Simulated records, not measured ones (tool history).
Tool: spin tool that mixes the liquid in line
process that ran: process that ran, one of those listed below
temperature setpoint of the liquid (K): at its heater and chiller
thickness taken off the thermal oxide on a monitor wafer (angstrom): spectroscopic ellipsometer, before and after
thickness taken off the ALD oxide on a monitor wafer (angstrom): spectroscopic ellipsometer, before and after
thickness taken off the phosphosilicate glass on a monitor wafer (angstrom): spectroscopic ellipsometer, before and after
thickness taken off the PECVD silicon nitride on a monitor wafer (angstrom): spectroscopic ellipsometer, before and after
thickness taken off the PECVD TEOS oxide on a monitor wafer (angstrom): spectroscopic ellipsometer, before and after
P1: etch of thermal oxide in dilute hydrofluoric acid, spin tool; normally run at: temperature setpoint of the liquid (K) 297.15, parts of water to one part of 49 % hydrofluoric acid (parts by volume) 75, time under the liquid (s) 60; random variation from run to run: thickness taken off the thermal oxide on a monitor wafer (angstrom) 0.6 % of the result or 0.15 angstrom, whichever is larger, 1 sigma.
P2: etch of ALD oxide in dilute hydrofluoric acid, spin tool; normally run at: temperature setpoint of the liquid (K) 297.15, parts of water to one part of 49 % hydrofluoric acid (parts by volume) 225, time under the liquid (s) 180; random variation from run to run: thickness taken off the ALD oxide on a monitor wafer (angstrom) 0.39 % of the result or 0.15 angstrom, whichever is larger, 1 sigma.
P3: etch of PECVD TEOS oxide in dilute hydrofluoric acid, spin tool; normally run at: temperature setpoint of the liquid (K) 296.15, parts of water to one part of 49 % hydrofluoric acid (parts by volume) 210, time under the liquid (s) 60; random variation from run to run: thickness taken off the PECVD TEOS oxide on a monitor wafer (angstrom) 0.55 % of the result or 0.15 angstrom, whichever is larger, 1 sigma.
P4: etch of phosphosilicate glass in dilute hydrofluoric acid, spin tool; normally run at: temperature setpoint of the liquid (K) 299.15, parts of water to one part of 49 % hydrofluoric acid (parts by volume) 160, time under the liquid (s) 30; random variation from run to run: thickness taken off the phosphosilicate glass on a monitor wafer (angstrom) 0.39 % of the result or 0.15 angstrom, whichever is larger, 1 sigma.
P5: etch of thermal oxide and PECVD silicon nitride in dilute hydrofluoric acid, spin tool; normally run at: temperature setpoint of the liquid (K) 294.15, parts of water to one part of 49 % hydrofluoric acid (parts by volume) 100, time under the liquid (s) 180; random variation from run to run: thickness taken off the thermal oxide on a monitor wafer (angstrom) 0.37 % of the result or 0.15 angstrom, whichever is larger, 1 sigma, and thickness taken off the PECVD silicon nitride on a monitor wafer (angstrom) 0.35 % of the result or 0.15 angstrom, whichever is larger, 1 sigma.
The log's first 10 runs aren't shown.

run   hour  process that ran  temperature setpoint of the liquid (K)  parts of water to one part of 49 % hydrofluoric acid (parts by volume)  time under the liquid (s)  hours since the thermometer was replaced  hours since the hydrofluoric acid flow meter was replaced  thickness taken off the thermal oxide on a monitor wafer (angstrom)  thickness taken off the ALD oxide on a monitor wafer (angstrom)  thickness taken off the phosphosilicate glass on a monitor wafer (angstrom)  thickness taken off the PECVD silicon nitride on a monitor wafer (angstrom)  thickness taken off the PECVD TEOS oxide on a monitor wafer (angstrom)
 11  133.9                P3                                  296.15                                                                     210                        110                                     764.3                                                     1846.9                                                                                                                                                                                                                                                                                                                                                                  80.759
 12  146.1                P2                                  297.15                                                                     380                        180                                     776.5                                                     1859.1                                                                                                                                77.473
 13  161.5                P1                                  297.15                                                                     120                         60                                     791.9                                                     1874.5                                                               22.802
 14  174.4                P5                                  294.15                                                                     100                        180                                     804.8                                                     1887.4                                                               77.602                                                                                                                                                                                                                     82.367
 15  184.9                P3                                  296.15                                                                     210                         60                                     815.3                                                     1897.9                                                                                                                                                                                                                                                                                                                                                                  43.681
 16  195.7                P4                                  299.15                                                                     160                         30                                     826.1                                                     1908.7                                                                                                                                                                                                             187.16
 17  206.1                P1                                  297.15                                                                      75                         60                                     836.5                                                     1919.1                                                               37.953
     212.6  -- hydrofluoric acid flow meter replaced
 18    220                P1                                  297.15                                                                      75                         60                                     850.4                                                        7.4                                                                38.38
 19  236.2                P3                                  304.15                                                                     210                         60                                     866.6                                                       23.6                                                                                                                                                                                                                                                                                                                                                                  58.089
 20  244.1                P2                                  297.15                                                                     225                        265                                     874.5                                                       31.5                                                                                                                                224.39

Run 21 comes next. What will it give?
 21  261.5                P5                                  299.65                                                                     100                        180                                     891.9                                                       48.9                                                                    ?                                                                                                                                                                                                                          ?

Run 21 gave thickness taken off the thermal oxide on a monitor wafer (angstrom) 96.258, thickness taken off the PECVD silicon nitride on a monitor wafer (angstrom) 119.16.

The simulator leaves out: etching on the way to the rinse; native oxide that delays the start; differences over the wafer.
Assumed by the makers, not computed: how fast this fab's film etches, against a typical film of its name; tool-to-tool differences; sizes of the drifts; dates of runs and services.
